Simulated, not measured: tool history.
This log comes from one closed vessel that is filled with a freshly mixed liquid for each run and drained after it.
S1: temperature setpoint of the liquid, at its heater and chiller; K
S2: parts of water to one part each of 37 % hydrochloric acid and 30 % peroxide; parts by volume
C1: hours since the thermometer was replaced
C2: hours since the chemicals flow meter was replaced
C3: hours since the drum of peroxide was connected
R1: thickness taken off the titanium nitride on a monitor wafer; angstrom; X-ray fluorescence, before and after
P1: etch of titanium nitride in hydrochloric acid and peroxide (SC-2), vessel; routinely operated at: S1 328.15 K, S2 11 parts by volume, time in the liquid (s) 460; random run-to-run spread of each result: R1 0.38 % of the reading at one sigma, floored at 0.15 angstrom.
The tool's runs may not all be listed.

Run 1, hour 6.1: S1 328.15 K, S2 11 parts by volume, time in the liquid (s) 460; C1 534.6; C2 121.3; C3 344.4. Result: R1 153.63 angstrom.
Run 2, hour 11.5: S1 316.15 K, S2 11 parts by volume, time in the liquid (s) 460; C1 540; C2 126.7; C3 349.8. Result: R1 69.092 angstrom.
Run 3, hour 18.5: S1 328.15 K, S2 11 parts by volume, time in the liquid (s) 460; C1 547; C2 133.7; C3 356.8. Result: R1 153.4 angstrom.
Run 4, hour 29.7: S1 328.15 K, S2 11 parts by volume, time in the liquid (s) 30; C1 558.2; C2 144.9; C3 368. Result: R1 9.938 angstrom.
Run 5, hour 39.8: S1 328.15 K, S2 17.5 parts by volume, time in the liquid (s) 460; C1 568.3; C2 155; C3 378.1. Result: R1 102.23 angstrom.
Run 6, hour 50: S1 328.15 K, S2 11 parts by volume, time in the liquid (s) 795; C1 578.5; C2 165.2; C3 388.3. Result: R1 265.73 angstrom.
At hour 54.2: chemicals flow meter replaced.
Run 7, hour 57.9: S1 328.15 K, S2 4 parts by volume, time in the liquid (s) 460; C1 586.4; C2 3.7; C3 396.2. Result: R1 331.82 angstrom.
Run 8, hour 65.3: S1 328.15 K, S2 11 parts by volume, time in the liquid (s) 460; C1 593.8; C2 11.1; C3 403.6. Result: R1 153.7 angstrom.
Run 9, hour 74.5: S1 344.65 K, S2 11 parts by volume, time in the liquid (s) 460; C1 603; C2 20.3; C3 412.8. Result: R1 423.54 angstrom.
Run 10, hour 83.4: S1 328.15 K, S2 5 parts by volume, time in the liquid (s) 215; C1 611.9; C2 29.2; C3 421.7. Result: R1 133.4 angstrom.
Run 11, hour 89.9: S1 312.65 K, S2 11 parts by volume, time in the liquid (s) 885; C1 618.4; C2 35.7; C3 428.2. Result: R1 103.32 angstrom.
Run 12, hour 99.5: S1 328.15 K, S2 11 parts by volume, time in the liquid (s) 460; C1 628; C2 45.3; C3 437.8. Result: R1 152.89 angstrom.
Run 13, hour 107.7: S1 318.15 K, S2 17.5 parts by volume, time in the liquid (s) 460; C1 636.2; C2 53.5; C3 446. Result: R1 53.016 angstrom.
Run 14, hour 114.2: S1 328.15 K, S2 11 parts by volume, time in the liquid (s) 460; C1 642.7; C2 60; C3 452.5. Result: R1 153.38 angstrom.
Run 15, hour 124.8: S1 328.15 K, S2 11 parts by volume, time in the liquid (s) 460; C1 653.3; C2 70.6; C3 463.1. Result: R1 153.87 angstrom.
Run 16, hour 132.8: S1 328.15 K, S2 11 parts by volume, time in the liquid (s) 460; C1 661.3; C2 78.6; C3 471.1. Result: R1 160.43 angstrom.
Run 17, hour 142.9: S1 328.15 K, S2 11 parts by volume, time in the liquid (s) 460; C1 671.4; C2 88.7; C3 481.2. Result: R1 163.32 angstrom.
Run 18, hour 150.1: S1 328.15 K, S2 11 parts by volume, time in the liquid (s) 460; C1 678.6; C2 95.9; C3 488.4. Result: R1 165.61 angstrom.

Forecast run 19:
Run 19, hour 156.6: S1 328.15 K, S2 11 parts by volume, time in the liquid (s) 460; C1 685.1; C2 102.4; C3 494.9. Result: R1 ?.

R1: 168.14 angstrom
